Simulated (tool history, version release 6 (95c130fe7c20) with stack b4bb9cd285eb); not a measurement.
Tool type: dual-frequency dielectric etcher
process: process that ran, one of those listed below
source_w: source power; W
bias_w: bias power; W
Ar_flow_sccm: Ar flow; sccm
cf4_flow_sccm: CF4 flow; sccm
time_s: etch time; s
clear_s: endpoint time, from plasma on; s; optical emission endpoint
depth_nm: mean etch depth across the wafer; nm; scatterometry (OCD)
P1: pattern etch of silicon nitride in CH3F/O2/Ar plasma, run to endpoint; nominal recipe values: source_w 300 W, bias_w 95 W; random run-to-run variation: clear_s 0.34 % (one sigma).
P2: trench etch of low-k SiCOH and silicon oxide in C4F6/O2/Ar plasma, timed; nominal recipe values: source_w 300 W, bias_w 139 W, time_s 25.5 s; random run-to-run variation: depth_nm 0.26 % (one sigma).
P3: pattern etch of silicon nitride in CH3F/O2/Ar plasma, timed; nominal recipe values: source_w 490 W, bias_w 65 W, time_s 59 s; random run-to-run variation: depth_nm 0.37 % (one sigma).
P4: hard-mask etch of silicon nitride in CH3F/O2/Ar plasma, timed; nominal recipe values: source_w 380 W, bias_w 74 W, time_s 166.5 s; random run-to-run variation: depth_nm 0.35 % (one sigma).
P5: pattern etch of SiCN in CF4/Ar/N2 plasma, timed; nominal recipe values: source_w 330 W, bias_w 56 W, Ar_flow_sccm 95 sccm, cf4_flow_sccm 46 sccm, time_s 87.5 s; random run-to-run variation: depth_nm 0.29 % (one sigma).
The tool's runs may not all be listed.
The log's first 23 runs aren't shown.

run,day,process,source_w,bias_w,Ar_flow_sccm,cf4_flow_sccm,time_s,clear_s,depth_nm
24,4.808,P5,330,36,95,46,87.5,,43.101
25,5.038,P1,300,95,,,,37.927,
26,5.212,P2,190,139,,,25.5,,54.692
27,5.35,P2,300,139,,,25.5,,65.664
28,5.554,P3,490,65,,,59,,43.016
29,5.812,P1,300,95,,,,38.033,
30,6.046,P1,300,120,,,,34.666,
31,6.204,P2,300,180,,,25.5,,70.797
32,6.471,P2,300,139,,,25.5,,65.625
33,6.633,P5,330,56,95,46,48,,27.464

Estimate the outcome of run 34 from the log above:
34,6.904,P3,490,65,,,32.5,,?

{"run 34": {"depth_nm": 23.787}}
